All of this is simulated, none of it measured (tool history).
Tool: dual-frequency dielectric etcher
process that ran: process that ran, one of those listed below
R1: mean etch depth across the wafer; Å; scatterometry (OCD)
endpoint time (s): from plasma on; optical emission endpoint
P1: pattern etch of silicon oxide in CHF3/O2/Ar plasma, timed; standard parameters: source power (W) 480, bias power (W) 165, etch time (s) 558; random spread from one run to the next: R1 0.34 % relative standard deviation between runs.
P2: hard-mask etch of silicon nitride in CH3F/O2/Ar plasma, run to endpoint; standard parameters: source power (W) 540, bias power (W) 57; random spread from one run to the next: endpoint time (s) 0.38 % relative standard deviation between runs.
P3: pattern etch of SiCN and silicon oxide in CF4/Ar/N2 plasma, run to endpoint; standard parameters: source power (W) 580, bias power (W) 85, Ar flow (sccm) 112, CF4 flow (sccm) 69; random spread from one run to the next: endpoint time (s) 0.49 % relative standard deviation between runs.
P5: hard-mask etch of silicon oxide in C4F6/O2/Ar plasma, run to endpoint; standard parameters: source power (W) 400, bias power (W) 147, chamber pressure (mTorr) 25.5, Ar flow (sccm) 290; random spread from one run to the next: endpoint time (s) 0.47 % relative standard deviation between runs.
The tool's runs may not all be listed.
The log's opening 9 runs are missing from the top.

{"run": 10, "day": 2.446, "process that ran": "P5", "source power (W)": 400, "bias power (W)": 147, "Ar flow (sccm)": 290, "chamber pressure (mTorr)": 31, "endpoint time (s)": 95.796}
{"run": 11, "day": 2.767, "process that ran": "P5", "source power (W)": 400, "bias power (W)": 186, "Ar flow (sccm)": 290, "chamber pressure (mTorr)": 25.5, "endpoint time (s)": 87.102}
{"run": 12, "day": 2.933, "process that ran": "P2", "source power (W)": 540, "bias power (W)": 57, "endpoint time (s)": 49.003}
{"run": 13, "day": 3.158, "process that ran": "P2", "source power (W)": 540, "bias power (W)": 40, "endpoint time (s)": 54.174}
{"run": 14, "day": 3.329, "process that ran": "P1", "source power (W)": 480, "bias power (W)": 165, "etch time (s)": 558, "R1": 9580.2}
{"run": 15, "day": 3.546, "process that ran": "P1", "source power (W)": 480, "bias power (W)": 165, "etch time (s)": 558, "R1": 9555.2}
{"run": 16, "day": 3.862, "process that ran": "P5", "source power (W)": 560, "bias power (W)": 147, "Ar flow (sccm)": 290, "chamber pressure (mTorr)": 25.5, "endpoint time (s)": 81.8}
{"run": 17, "day": 4.038, "process that ran": "P2", "source power (W)": 720, "bias power (W)": 57, "endpoint time (s)": 43.705}
{"run": 18, "day": 4.362, "process that ran": "P1", "source power (W)": 480, "bias power (W)": 111, "etch time (s)": 558, "R1": 8417.7}
{"run": 19, "day": 4.617, "process that ran": "P1", "source power (W)": 360, "bias power (W)": 165, "etch time (s)": 558, "R1": 8585.1}
{"run": 20, "day": 4.838, "process that ran": "P3", "source power (W)": 580, "bias power (W)": 63, "Ar flow (sccm)": 112, "CF4 flow (sccm)": 69, "endpoint time (s)": 14.569}
{"run": 21, "day": 5.0, "process that ran": "P1", "source power (W)": 480, "bias power (W)": 215, "etch time (s)": 558, "R1": 10454}
{"run": 22, "day": 5.192, "process that ran": "P1", "source power (W)": 480, "bias power (W)": 165, "etch time (s)": 558, "R1": 9610.9}

What does the tool deliver on the next run?
{"run": 23, "day": 5.492, "process that ran": "P5", "source power (W)": 400, "bias power (W)": 147, "Ar flow (sccm)": 290, "chamber pressure (mTorr)": 25.5, "endpoint time (s)": "?"}

{"run 23": {"endpoint time (s)": 93.213}}
